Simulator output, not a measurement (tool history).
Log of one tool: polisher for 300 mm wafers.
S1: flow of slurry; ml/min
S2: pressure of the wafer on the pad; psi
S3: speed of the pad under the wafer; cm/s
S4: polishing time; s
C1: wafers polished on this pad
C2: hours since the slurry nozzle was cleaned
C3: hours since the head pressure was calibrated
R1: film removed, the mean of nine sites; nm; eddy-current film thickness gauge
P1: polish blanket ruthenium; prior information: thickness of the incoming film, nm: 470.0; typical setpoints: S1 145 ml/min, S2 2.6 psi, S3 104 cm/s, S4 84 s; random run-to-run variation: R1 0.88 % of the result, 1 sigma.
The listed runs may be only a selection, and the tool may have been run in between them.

run,hour,S1,S2,S3,S4,C1,C2,C3,R1
1,11.2,145,2.6,104,84,669,145.1,236.7,155.530
2,17.4,145,2.6,70,84,751,151.3,242.9,102.760
3,30.8,145,3.6,104,84,929,164.7,256.3,213.180
4,41.4,145,1.2,104,84,1070,175.3,266.9,71.604
5,54.5,145,2.6,104,84,1244,188.4,280.0,156.720
6,62.1,145,2.6,104,45,1345,196.0,287.6,82.876
7,68.9,85,2.6,104,84,1435,202.8,294.4,136.080
8,81.2,215,2.6,104,84,1598,215.1,306.7,162.270
9,93.3,95,2.6,104,104,1759,227.2,318.8,173.620
10,100.2,145,2.6,104,84,1851,234.1,325.7,156.600
11,112.4,145,2.6,132,84,2013,246.3,337.9,198.870
12,125.1,145,3.3,104,127,2181,259.0,350.6,294.730
13,134.0,145,2.6,104,128,2300,267.9,359.5,238.220
14,140.6,145,2.6,104,84,2387,274.5,366.1,153.050
15,153.1,145,2.6,104,84,2553,287.0,378.6,153.940
16,159.8,145,2.6,104,84,2642,293.7,385.3,149.260
17,166.2,145,2.6,104,84,2727,300.1,391.7,149.060
18,178.4,145,2.6,104,84,2889,312.3,403.9,145.910
19,185.0,145,2.6,104,84,2977,318.9,410.5,143.480
20,192.1,145,2.6,104,84,3071,326.0,417.6,141.390
21,205.9,145,2.6,104,84,3254,339.8,431.4,139.880
# hour 215.4: worn pad replaced by a new one
22,217.5,145,2.6,104,84,28,351.4,443.0,140.690
23,228.5,145,2.6,104,84,174,362.4,454.0,138.770
24,236.6,145,2.6,104,84,281,370.5,462.1,138.010
25,248.8,145,2.6,104,84,443,382.7,474.3,138.120
26,261.6,145,2.6,104,84,613,395.5,487.1,136.490

P1 has crept away from where it was. The log is fitted equally well by each of these 2 causes, at the sizes shown:
A: slurry flow missing at the pad, % = 39.4
B: head's pressure below its setpoint, % = 10.6
At approximately hour 153.1, the process output began to creep.
What rules out each remaining cause:
removal rate lost through wear of the pad, %: maintenance at hour 215.4, after the shift began, did not return the process to its former output

Consider the 4 check runs below, whose results appear as question marks and each of which averages 5 wafers. Which one distinguishes the causes, in that each cause would give it a clearly different result?
check 1,274.4,145,2.6,104,52,,,,?
check 2,274.4,215,2.6,104,52,,,,?
check 3,274.4,145,3.4,104,84,,,,?
check 4,274.4,145,2.6,78,84,,,,?

What each check would give under each cause:
check,result,if A,if B
check 1,R1,85.419,85.465
check 2,R1,93.708,90.623
check 3,R1,180.440,180.540
check 4,R1,103.490,103.540
Separation of the two closest causes in each check, using whichever result separates them best: check 1 0.05 %; check 2 3.35 %; check 3 0.05 %; check 4 0.05 %
The other checks would show nearly matching results whichever cause is true, so check 2 is the only one that separates the causes.

After running check 2, the following was obtained: R1 93.202 nm. Which cause does this point to?

The correct cause is A, namely: slurry flow missing at the pad, %.
